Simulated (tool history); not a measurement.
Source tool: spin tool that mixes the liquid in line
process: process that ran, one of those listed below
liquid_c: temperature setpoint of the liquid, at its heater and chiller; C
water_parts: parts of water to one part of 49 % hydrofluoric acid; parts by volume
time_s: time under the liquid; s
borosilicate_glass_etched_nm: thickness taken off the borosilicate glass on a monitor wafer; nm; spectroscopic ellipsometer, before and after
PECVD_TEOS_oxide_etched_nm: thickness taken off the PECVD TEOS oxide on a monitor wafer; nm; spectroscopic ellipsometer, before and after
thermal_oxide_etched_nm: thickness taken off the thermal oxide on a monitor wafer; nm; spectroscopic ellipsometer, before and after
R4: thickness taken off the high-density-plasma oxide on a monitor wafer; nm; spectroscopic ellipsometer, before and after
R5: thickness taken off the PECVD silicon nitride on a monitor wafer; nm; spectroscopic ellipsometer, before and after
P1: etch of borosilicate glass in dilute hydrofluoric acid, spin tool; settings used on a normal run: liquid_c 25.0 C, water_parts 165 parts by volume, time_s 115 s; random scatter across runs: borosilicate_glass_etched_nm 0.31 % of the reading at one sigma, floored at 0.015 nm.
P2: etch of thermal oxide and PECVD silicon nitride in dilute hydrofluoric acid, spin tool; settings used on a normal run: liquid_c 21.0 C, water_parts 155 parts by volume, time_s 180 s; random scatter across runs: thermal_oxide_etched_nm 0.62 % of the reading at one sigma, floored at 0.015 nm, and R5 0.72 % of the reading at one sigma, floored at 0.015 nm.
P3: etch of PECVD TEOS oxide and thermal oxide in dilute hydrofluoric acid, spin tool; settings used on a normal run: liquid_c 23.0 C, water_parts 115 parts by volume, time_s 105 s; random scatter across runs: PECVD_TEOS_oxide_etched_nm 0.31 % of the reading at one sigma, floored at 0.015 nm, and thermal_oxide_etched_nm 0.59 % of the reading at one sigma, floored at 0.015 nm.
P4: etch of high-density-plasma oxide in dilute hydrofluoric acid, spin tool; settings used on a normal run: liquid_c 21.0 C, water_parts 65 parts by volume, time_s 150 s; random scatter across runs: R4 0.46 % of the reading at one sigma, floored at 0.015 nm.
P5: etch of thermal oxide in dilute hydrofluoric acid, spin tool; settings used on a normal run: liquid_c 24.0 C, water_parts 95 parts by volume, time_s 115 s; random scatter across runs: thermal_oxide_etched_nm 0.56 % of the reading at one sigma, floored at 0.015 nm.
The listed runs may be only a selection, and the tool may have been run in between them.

Run 1, hour 3.9: process P1, liquid_c 25.0 C, water_parts 165 parts by volume, time_s 115 s. Result: borosilicate_glass_etched_nm 19.1150 nm.
Run 2, hour 7.7: process P1, liquid_c 20.5 C, water_parts 165 parts by volume, time_s 115 s. Result: borosilicate_glass_etched_nm 16.1710 nm.
Run 3, hour 10.0: process P1, liquid_c 25.0 C, water_parts 165 parts by volume, time_s 115 s. Result: borosilicate_glass_etched_nm 19.2350 nm.
Run 4, hour 12.9: process P3, liquid_c 23.0 C, water_parts 115 parts by volume, time_s 205 s. Result: PECVD_TEOS_oxide_etched_nm 29.0810 nm, thermal_oxide_etched_nm 8.1705 nm.
Run 5, hour 17.0: process P4, liquid_c 17.0 C, water_parts 65 parts by volume, time_s 150 s. Result: R4 14.3010 nm.
Run 6, hour 21.5: process P3, liquid_c 23.0 C, water_parts 115 parts by volume, time_s 105 s. Result: PECVD_TEOS_oxide_etched_nm 14.9240 nm, thermal_oxide_etched_nm 4.1080 nm.
Run 7, hour 23.7: process P1, liquid_c 25.0 C, water_parts 165 parts by volume, time_s 185 s. Result: borosilicate_glass_etched_nm 30.8520 nm.
Run 8, hour 26.5: process P1, liquid_c 21.0 C, water_parts 90 parts by volume, time_s 115 s. Result: borosilicate_glass_etched_nm 32.8380 nm.
Run 9, hour 31.1: process P2, liquid_c 21.0 C, water_parts 55 parts by volume, time_s 180 s. Result: thermal_oxide_etched_nm 14.6250 nm, R5 8.7961 nm.
Run 10, hour 33.7: process P4, liquid_c 21.0 C, water_parts 25 parts by volume, time_s 150 s. Result: R4 46.6870 nm.
Run 11, hour 36.0: process P5, liquid_c 17.0 C, water_parts 95 parts by volume, time_s 115 s. Result: thermal_oxide_etched_nm 4.5300 nm.
Run 12, hour 40.1: process P1, liquid_c 25.0 C, water_parts 165 parts by volume, time_s 55 s. Result: borosilicate_glass_etched_nm 9.2078 nm.
Run 13, hour 43.5: process P1, liquid_c 33.0 C, water_parts 165 parts by volume, time_s 115 s. Result: borosilicate_glass_etched_nm 25.7110 nm.
At hour 45.9: hydrofluoric acid flow meter replaced.
Run 14, hour 47.1: process P2, liquid_c 21.0 C, water_parts 155 parts by volume, time_s 180 s. Result: thermal_oxide_etched_nm 4.5842 nm, R5 3.1502 nm.
Run 15, hour 50.4: process P4, liquid_c 21.0 C, water_parts 65 parts by volume, time_s 150 s. Result: R4 17.1500 nm.
Run 16, hour 53.9: process P2, liquid_c 17.0 C, water_parts 155 parts by volume, time_s 180 s. Result: thermal_oxide_etched_nm 3.9219 nm, R5 2.4208 nm.
Run 17, hour 57.9: process P2, liquid_c 21.0 C, water_parts 155 parts by volume, time_s 330 s. Result: thermal_oxide_etched_nm 8.5130 nm, R5 5.7835 nm.
Run 18, hour 62.3: process P1, liquid_c 25.0 C, water_parts 225 parts by volume, time_s 115 s. Result: borosilicate_glass_etched_nm 13.1720 nm.
Run 19, hour 66.4: process P1, liquid_c 25.0 C, water_parts 80 parts by volume, time_s 115 s. Result: borosilicate_glass_etched_nm 43.9080 nm.
Run 20, hour 69.8: process P3, liquid_c 23.0 C, water_parts 205 parts by volume, time_s 105 s. Result: PECVD_TEOS_oxide_etched_nm 7.5866 nm, thermal_oxide_etched_nm 2.1034 nm.
Run 21, hour 73.1: process P5, liquid_c 24.0 C, water_parts 20 parts by volume, time_s 115 s. Result: thermal_oxide_etched_nm 31.6050 nm.
Run 22, hour 75.6: process P1, liquid_c 25.0 C, water_parts 165 parts by volume, time_s 115 s. Result: borosilicate_glass_etched_nm 19.1530 nm.
Run 23, hour 78.8: process P1, liquid_c 32.0 C, water_parts 235 parts by volume, time_s 115 s. Result: borosilicate_glass_etched_nm 15.8570 nm.
At hour 79.3: thermometer replaced.
Run 24, hour 83.2: process P1, liquid_c 19.0 C, water_parts 80 parts by volume, time_s 115 s. Result: borosilicate_glass_etched_nm 34.4150 nm.
Run 25, hour 86.1: process P1, liquid_c 25.0 C, water_parts 165 parts by volume, time_s 115 s. Result: borosilicate_glass_etched_nm 19.2390 nm.
Run 26, hour 90.5: process P3, liquid_c 23.0 C, water_parts 115 parts by volume, time_s 105 s. Result: PECVD_TEOS_oxide_etched_nm 14.8850 nm, thermal_oxide_etched_nm 4.1328 nm.
Run 27, hour 93.6: process P4, liquid_c 21.0 C, water_parts 65 parts by volume, time_s 150 s. Result: R4 17.1290 nm.
Run 28, hour 96.1: process P5, liquid_c 24.0 C, water_parts 95 parts by volume, time_s 25 s. Result: thermal_oxide_etched_nm 1.3001 nm.
Run 29, hour 99.8: process P2, liquid_c 21.0 C, water_parts 155 parts by volume, time_s 180 s. Result: thermal_oxide_etched_nm 4.6235 nm, R5 3.1835 nm.
Run 30, hour 103.7: process P5, liquid_c 24.0 C, water_parts 95 parts by volume, time_s 115 s. Result: thermal_oxide_etched_nm 6.0688 nm.
Run 31, hour 106.1: process P4, liquid_c 21.0 C, water_parts 65 parts by volume, time_s 15 s. Result: R4 1.7124 nm.
Run 32, hour 109.5: process P3, liquid_c 19.0 C, water_parts 115 parts by volume, time_s 105 s. Result: PECVD_TEOS_oxide_etched_nm 12.6590 nm, thermal_oxide_etched_nm 3.5403 nm.
Run 33, hour 114.0: process P1, liquid_c 25.0 C, water_parts 165 parts by volume, time_s 115 s. Result: borosilicate_glass_etched_nm 19.1760 nm.
Run 34, hour 116.9: process P1, liquid_c 25.0 C, water_parts 165 parts by volume, time_s 115 s. Result: borosilicate_glass_etched_nm 19.1530 nm.
Run 35, hour 120.7: process P1, liquid_c 25.0 C, water_parts 165 parts by volume, time_s 115 s. Result: borosilicate_glass_etched_nm 19.7580 nm.
Run 36, hour 124.9: process P1, liquid_c 25.0 C, water_parts 165 parts by volume, time_s 115 s. Result: borosilicate_glass_etched_nm 19.9390 nm.
Run 37, hour 128.5: process P1, liquid_c 25.0 C, water_parts 165 parts by volume, time_s 115 s. Result: borosilicate_glass_etched_nm 20.2740 nm.
Run 38, hour 132.5: process P1, liquid_c 25.0 C, water_parts 165 parts by volume, time_s 115 s. Result: borosilicate_glass_etched_nm 20.3240 nm.
Run 39, hour 136.3: process P1, liquid_c 25.0 C, water_parts 165 parts by volume, time_s 115 s. Result: borosilicate_glass_etched_nm 20.3700 nm.
Run 40, hour 138.9: process P1, liquid_c 25.0 C, water_parts 165 parts by volume, time_s 115 s. Result: borosilicate_glass_etched_nm 20.4650 nm.
Run 41, hour 141.7: process P1, liquid_c 25.0 C, water_parts 165 parts by volume, time_s 115 s. Result: borosilicate_glass_etched_nm 20.3400 nm.
Run 42, hour 145.9: process P1, liquid_c 25.0 C, water_parts 165 parts by volume, time_s 115 s. Result: borosilicate_glass_etched_nm 20.4500 nm.
Run 43, hour 148.5: process P1, liquid_c 25.0 C, water_parts 165 parts by volume, time_s 115 s. Result: borosilicate_glass_etched_nm 20.4830 nm.

What P1 gives has crept off from where it sat before. The 2 causes that follow fit the log equally well, each at the size noted:
A: liquid hotter than its thermometer reads (K) = 1.73
B: hydrofluoric acid flow above the setpoint (%) = 5.56
The drift started at roughly hour 116.9.

Below are 4 check runs, each on a single wafer, with their results shown as question marks. Which of them would tell the listed causes apart, meaning the causes would give clearly different results under it?
Run check 1, hour 151.1: process P5, liquid_c 24.0 C, water_parts 50 parts by volume, time_s 115 s. Result: thermal_oxide_etched_nm ?.
Run check 2, hour 151.1: process P2, liquid_c 17.5 C, water_parts 90 parts by volume, time_s 180 s. Result: thermal_oxide_etched_nm ?, R5 ?.
Run check 3, hour 151.1: process P3, liquid_c 23.0 C, water_parts 165 parts by volume, time_s 145 s. Result: PECVD_TEOS_oxide_etched_nm ?, thermal_oxide_etched_nm ?.
Run check 4, hour 151.1: process P4, liquid_c 21.0 C, water_parts 65 parts by volume, time_s 40 s. Result: R4 ?.

What each check would give under each cause:
  check                      result     if A     if B
check 1     thermal_oxide_etched_nm  12.9850  12.8150
check 2     thermal_oxide_etched_nm   7.9533   7.8477
check 2                          R5   4.8023   4.4897
check 3  PECVD_TEOS_oxide_etched_nm  14.4530  14.4260
check 3     thermal_oxide_etched_nm   4.0319   4.0243
check 4                          R4   4.8923   4.8270
Separation of the two closest causes in each check, using whichever result separates them best: check 1 1.32 %; check 2 6.73 %; check 3 0.19 %; check 4 1.34 %
Check 2 distinguishes between the causes, while the remaining checks would return nearly the same result for all of them.

Check 2 has now been run. It gave: thermal_oxide_etched_nm 7.9977 nm; R5 4.7655 nm. Which of the candidate causes is it?

Of the candidate causes, it is A: liquid hotter than its thermometer reads (K).
